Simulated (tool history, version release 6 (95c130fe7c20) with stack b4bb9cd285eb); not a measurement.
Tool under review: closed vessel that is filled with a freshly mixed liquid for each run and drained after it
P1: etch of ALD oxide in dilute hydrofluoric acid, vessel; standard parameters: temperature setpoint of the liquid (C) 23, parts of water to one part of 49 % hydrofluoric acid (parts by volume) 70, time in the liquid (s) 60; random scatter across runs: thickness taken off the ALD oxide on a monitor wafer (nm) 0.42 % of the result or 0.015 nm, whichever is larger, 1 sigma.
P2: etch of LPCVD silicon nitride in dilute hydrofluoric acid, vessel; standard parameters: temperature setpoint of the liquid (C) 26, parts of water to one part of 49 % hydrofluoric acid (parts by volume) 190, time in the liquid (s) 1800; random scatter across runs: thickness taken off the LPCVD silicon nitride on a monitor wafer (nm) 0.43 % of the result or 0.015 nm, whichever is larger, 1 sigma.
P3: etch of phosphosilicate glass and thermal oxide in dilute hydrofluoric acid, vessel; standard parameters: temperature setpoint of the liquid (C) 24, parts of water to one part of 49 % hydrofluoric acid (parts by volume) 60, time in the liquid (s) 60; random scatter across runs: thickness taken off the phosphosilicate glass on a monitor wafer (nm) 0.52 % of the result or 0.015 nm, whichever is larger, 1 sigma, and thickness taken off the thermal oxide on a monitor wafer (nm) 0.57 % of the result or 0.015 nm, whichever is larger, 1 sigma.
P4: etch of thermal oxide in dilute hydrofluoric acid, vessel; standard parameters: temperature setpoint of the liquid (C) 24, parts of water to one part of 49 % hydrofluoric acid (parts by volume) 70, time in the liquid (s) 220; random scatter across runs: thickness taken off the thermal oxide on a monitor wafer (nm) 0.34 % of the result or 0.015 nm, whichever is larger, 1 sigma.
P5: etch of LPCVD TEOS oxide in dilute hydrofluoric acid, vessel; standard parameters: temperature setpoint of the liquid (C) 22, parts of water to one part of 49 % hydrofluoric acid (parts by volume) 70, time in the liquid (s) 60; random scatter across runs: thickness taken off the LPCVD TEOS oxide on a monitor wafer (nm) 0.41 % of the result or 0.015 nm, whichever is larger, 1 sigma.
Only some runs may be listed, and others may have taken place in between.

run,day,process that ran,temperature setpoint of the liquid (C),parts of water to one part of 49 % hydrofluoric acid (parts by volume),time in the liquid (s),hours since the thermometer was replaced,hours since the hydrofluoric acid flow meter was replaced,thickness taken off the ALD oxide on a monitor wafer (nm),thickness taken off the thermal oxide on a monitor wafer (nm),thickness taken off the LPCVD TEOS oxide on a monitor wafer (nm),thickness taken off the LPCVD silicon nitride on a monitor wafer (nm),thickness taken off the phosphosilicate glass on a monitor wafer (nm)
1,0.138,P1,23,70,60,225.4,653.8,13.292,,,,
2,0.321,P4,24,30,220,229.8,658.2,,38.547,,,
3,0.454,P5,22,70,115,233,661.4,,,64.685,,
4,0.671,P1,17,70,30,238.2,666.6,5.1461,,,,
5,0.821,P1,23,70,30,241.8,670.2,6.5913,,,,
6,0.971,P5,22,70,60,245.4,673.8,,,33.846,,
7,1.129,P1,29.5,70,60,249.2,677.6,17.039,,,,
# day 1.238: hydrofluoric acid flow meter replaced
8,1.371,P4,24,70,375,255,3.2,,26.873,,,
9,1.517,P2,26,190,1800,258.5,6.7,,,,5.9559,
10,1.704,P1,23,100,60,263,11.2,8.9123,,,,
11,1.829,P5,22,20,60,266,14.2,,,126.42,,
12,2.054,P1,23,70,100,271.4,19.6,21.873,,,,
13,2.246,P1,23,70,60,276,24.2,13.262,,,,
14,2.479,P1,17.5,115,60,281.6,29.8,6.0971,,,,
15,2.658,P3,24,60,95,285.9,34.1,,7.5565,,,131.87
16,2.817,P1,17,70,60,289.7,37.9,10.328,,,,
17,2.996,P2,26,190,1800,294,42.2,,,,5.9525,
18,3.104,P1,23,70,60,296.6,44.8,13.18,,,,
19,3.329,P5,26,70,60,302,50.2,,,39.748,,
20,3.462,P1,23,70,60,305.2,53.4,13.188,,,,
21,3.621,P1,23,70,60,309,57.2,13.225,,,,
# day 3.754: thermometer replaced
22,3.85,P2,33.5,190,1800,2.4,62.7,,,,9.3213,
23,4.054,P3,24,30,60,7.3,67.6,,9.9278,,,173.73
24,4.242,P3,24,60,60,11.8,72.1,,4.7896,,,83.082
25,4.375,P1,28,100,60,15,75.3,10.846,,,,
26,4.6,P2,26,190,2870,20.4,80.7,,,,9.4758,
27,4.833,P1,23,70,60,26,86.3,13.185,,,,
28,5.067,P4,24,70,220,31.6,91.9,,15.763,,,
29,5.271,P4,29,70,220,36.5,96.8,,19.228,,,
30,5.388,P2,26,265,1800,39.3,99.6,,,,4.2372,
31,5.608,P3,24,60,60,44.6,104.9,,4.7872,,,83.853
32,5.767,P3,17,60,60,48.4,108.7,,3.5151,,,61.944
33,5.929,P1,23,20,60,52.3,112.6,49.293,,,,
34,6.171,P1,23,70,60,58.1,118.4,13.208,,,,
35,6.358,P1,23,70,60,62.6,122.9,12.773,,,,
36,6.596,P1,23,70,60,68.3,128.6,12.428,,,,
37,6.838,P1,23,70,60,74.1,134.4,12.247,,,,
38,6.958,P1,23,70,60,77,137.3,12.116,,,,
39,7.096,P1,23,70,60,80.3,140.6,12.041,,,,
40,7.217,P1,23,70,60,83.2,143.5,12.065,,,,
41,7.396,P1,23,70,60,87.5,147.8,12.057,,,,
42,7.504,P1,23,70,60,90.1,150.4,12.048,,,,
43,7.717,P1,23,70,60,95.2,155.5,11.942,,,,

What P1 gives has crept off from where it sat before. The 2 causes that follow fit the log equally well, each at the size noted:
A: liquid colder than its thermometer reads (K) = 2.29
B: hydrofluoric acid flow below the setpoint (%) = 8.28
The process output started creeping at around day 6.171.

The check runs listed below each take one wafer, and their results are still question marks. Under which run would the listed causes lead to clearly different results?
check 1,7.929,P3,24,60,60,,,,?,,,?
check 2,7.929,P5,22,70,60,,,,,?,,
check 3,7.929,P4,24,70,220,,,,?,,,
check 4,7.929,P2,26,190,1800,,,,,,?,

How each check would come out, cause by cause:
check,result,if A,if B
check 1,thickness taken off the thermal oxide on a monitor wafer (nm),4.3548,4.3584
check 1,thickness taken off the phosphosilicate glass on a monitor wafer (nm),75.654,75.717
check 2,thickness taken off the LPCVD TEOS oxide on a monitor wafer (nm),30.704,30.738
check 3,thickness taken off the thermal oxide on a monitor wafer (nm),14.358,14.345
check 4,thickness taken off the LPCVD silicon nitride on a monitor wafer (nm),5.1431,5.4494
Per check, the gap between the least separated pair of causes, taken in the result that splits them most: check 1 0.08 %; check 2 0.11 %; check 3 0.09 %; check 4 5.78 %
Only in check 4 would the causes give clearly different results; in the remaining checks their results would be nearly the same.

The results of check 4 are: thickness taken off the LPCVD silicon nitride on a monitor wafer (nm) 5.4567. Based on these, which of the listed causes is it?

It is B: hydrofluoric acid flow below the setpoint (%).
